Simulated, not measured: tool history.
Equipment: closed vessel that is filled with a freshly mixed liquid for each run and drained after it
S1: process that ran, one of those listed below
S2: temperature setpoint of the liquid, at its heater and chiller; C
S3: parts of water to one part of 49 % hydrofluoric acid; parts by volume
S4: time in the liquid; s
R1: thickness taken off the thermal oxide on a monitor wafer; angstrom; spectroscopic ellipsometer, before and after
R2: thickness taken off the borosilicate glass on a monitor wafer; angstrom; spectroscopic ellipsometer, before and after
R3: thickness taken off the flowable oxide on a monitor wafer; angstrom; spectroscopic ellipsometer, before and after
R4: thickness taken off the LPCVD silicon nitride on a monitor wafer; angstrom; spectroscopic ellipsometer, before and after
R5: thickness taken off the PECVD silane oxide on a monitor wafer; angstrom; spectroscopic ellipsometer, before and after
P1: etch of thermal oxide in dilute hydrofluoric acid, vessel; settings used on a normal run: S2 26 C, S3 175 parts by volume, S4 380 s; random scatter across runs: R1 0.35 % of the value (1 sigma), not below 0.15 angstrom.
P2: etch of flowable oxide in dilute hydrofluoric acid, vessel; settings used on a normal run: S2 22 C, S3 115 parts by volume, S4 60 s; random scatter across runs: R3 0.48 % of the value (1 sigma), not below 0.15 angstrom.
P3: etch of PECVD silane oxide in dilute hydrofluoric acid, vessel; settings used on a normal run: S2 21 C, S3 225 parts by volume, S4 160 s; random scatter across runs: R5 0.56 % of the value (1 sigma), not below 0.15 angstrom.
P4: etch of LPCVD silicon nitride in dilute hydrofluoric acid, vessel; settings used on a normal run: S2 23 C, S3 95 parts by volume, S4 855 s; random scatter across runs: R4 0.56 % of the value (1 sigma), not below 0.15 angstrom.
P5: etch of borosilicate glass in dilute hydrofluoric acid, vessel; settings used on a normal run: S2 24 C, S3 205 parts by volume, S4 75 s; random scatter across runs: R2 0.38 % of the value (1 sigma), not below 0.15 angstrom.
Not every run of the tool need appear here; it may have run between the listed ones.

run,hour,S1,S2,S3,S4,R1,R2,R3,R4,R5
1,13.6,P1,26,175,380,105.16,,,,
2,20.5,P1,26,175,380,105.41,,,,
3,35.5,P5,19,205,75,,145.27,,,
4,48.5,P2,22,195,60,,,163.35,,
5,62,P1,26,70,730,578.88,,,,
6,71.4,P1,26,175,380,105.26,,,,
7,85.3,P1,19.5,175,380,82.329,,,,
8,92.4,P1,26,175,380,105.53,,,,
9,105,P4,30.5,95,855,,,,68.285,
10,119.3,P5,24,205,120,,281.12,,,
11,134.2,P5,24,205,75,,175.53,,,
12,149.3,P4,23,95,1380,,,,67.623,
13,157.3,P3,29,225,160,,,,,183.72
14,170.2,P4,23,180,855,,,,22.471,
15,181.6,P5,24,355,75,,87.571,,,
16,195,P1,26,175,380,105.62,,,,
17,205.5,P1,26,275,380,60.236,,,,
18,214.2,P1,26,175,120,33.356,,,,
19,228.6,P3,21,225,160,,,,,137.62
20,241,P3,21,385,160,,,,,70.349
21,248.9,P1,30,285,380,66.122,,,,
22,257.2,P1,26,55,380,389.23,,,,
23,273,P1,26,175,665,184.59,,,,
24,287.8,P1,33,175,380,135.07,,,,
25,300.4,P2,22,115,60,,,299.98,,
26,308.7,P1,26,315,585,78.101,,,,
27,318.1,P2,28.5,115,60,,,384.93,,
28,325.6,P4,23,95,855,,,,41.908,
29,339.8,P3,21,225,30,,,,,25.891
30,350,P2,22,115,30,,,150.9,,
31,357.8,P1,26,175,380,105.42,,,,

Predict the results of run 32:
32,365,P1,26,175,380,?,,,,

{"run 32": {"R1": 107.41}}

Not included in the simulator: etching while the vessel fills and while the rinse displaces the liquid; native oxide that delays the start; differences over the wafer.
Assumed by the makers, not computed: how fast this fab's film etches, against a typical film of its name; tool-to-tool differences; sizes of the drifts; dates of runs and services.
